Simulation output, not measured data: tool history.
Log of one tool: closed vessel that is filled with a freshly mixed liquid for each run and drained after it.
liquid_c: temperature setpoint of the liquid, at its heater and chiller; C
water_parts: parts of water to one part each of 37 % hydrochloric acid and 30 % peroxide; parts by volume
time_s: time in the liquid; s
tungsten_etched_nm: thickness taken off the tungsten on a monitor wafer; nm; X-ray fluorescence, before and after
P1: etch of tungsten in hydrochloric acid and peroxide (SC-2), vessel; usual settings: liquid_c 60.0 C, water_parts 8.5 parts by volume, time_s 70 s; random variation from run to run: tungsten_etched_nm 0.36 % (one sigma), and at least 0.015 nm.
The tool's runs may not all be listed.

{"run": 1, "day": 0.296, "liquid_c": 60.0, "water_parts": 8.5, "time_s": 70, "tungsten_etched_nm": 24.585}
{"run": 2, "day": 0.546, "liquid_c": 60.0, "water_parts": 13.0, "time_s": 70, "tungsten_etched_nm": 17.172}
{"run": 3, "day": 0.958, "liquid_c": 60.0, "water_parts": 4.0, "time_s": 70, "tungsten_etched_nm": 42.65}
{"run": 4, "day": 1.3, "liquid_c": 60.0, "water_parts": 8.5, "time_s": 40, "tungsten_etched_nm": 14.025}
{"day": 1.525, "done": "new drum of peroxide connected"}
{"run": 5, "day": 1.742, "liquid_c": 45.5, "water_parts": 13.5, "time_s": 70, "tungsten_etched_nm": 6.4187}
{"run": 6, "day": 1.938, "liquid_c": 60.0, "water_parts": 8.5, "time_s": 105, "tungsten_etched_nm": 36.901}
{"run": 7, "day": 2.142, "liquid_c": 72.0, "water_parts": 8.5, "time_s": 70, "tungsten_etched_nm": 50.602}
{"run": 8, "day": 2.596, "liquid_c": 69.5, "water_parts": 5.0, "time_s": 70, "tungsten_etched_nm": 65.598}
{"run": 9, "day": 3.004, "liquid_c": 60.0, "water_parts": 8.5, "time_s": 70, "tungsten_etched_nm": 24.341}
{"run": 10, "day": 3.225, "liquid_c": 49.5, "water_parts": 8.5, "time_s": 70, "tungsten_etched_nm": 12.454}
{"run": 11, "day": 3.467, "liquid_c": 60.0, "water_parts": 8.5, "time_s": 70, "tungsten_etched_nm": 24.449}
{"run": 12, "day": 3.821, "liquid_c": 60.0, "water_parts": 8.5, "time_s": 70, "tungsten_etched_nm": 24.536}
{"run": 13, "day": 4.042, "liquid_c": 60.0, "water_parts": 8.5, "time_s": 70, "tungsten_etched_nm": 24.619}
{"run": 14, "day": 4.292, "liquid_c": 60.0, "water_parts": 8.5, "time_s": 70, "tungsten_etched_nm": 25.282}
{"run": 15, "day": 4.546, "liquid_c": 60.0, "water_parts": 8.5, "time_s": 70, "tungsten_etched_nm": 25.795}
{"run": 16, "day": 4.854, "liquid_c": 60.0, "water_parts": 8.5, "time_s": 70, "tungsten_etched_nm": 26.203}
{"run": 17, "day": 5.254, "liquid_c": 60.0, "water_parts": 8.5, "time_s": 70, "tungsten_etched_nm": 26.363}
{"run": 18, "day": 5.488, "liquid_c": 60.0, "water_parts": 8.5, "time_s": 70, "tungsten_etched_nm": 26.503}
{"run": 19, "day": 5.708, "liquid_c": 60.0, "water_parts": 8.5, "time_s": 70, "tungsten_etched_nm": 26.55}
{"run": 20, "day": 6.112, "liquid_c": 60.0, "water_parts": 8.5, "time_s": 70, "tungsten_etched_nm": 26.682}
{"run": 21, "day": 6.408, "liquid_c": 60.0, "water_parts": 8.5, "time_s": 70, "tungsten_etched_nm": 26.732}

Run 22 comes next. What will it give?
{"run": 22, "day": 6.638, "liquid_c": 60.0, "water_parts": 8.5, "time_s": 70, "tungsten_etched_nm": "?"}

Run 22 gave tungsten_etched_nm 26.8080 nm.

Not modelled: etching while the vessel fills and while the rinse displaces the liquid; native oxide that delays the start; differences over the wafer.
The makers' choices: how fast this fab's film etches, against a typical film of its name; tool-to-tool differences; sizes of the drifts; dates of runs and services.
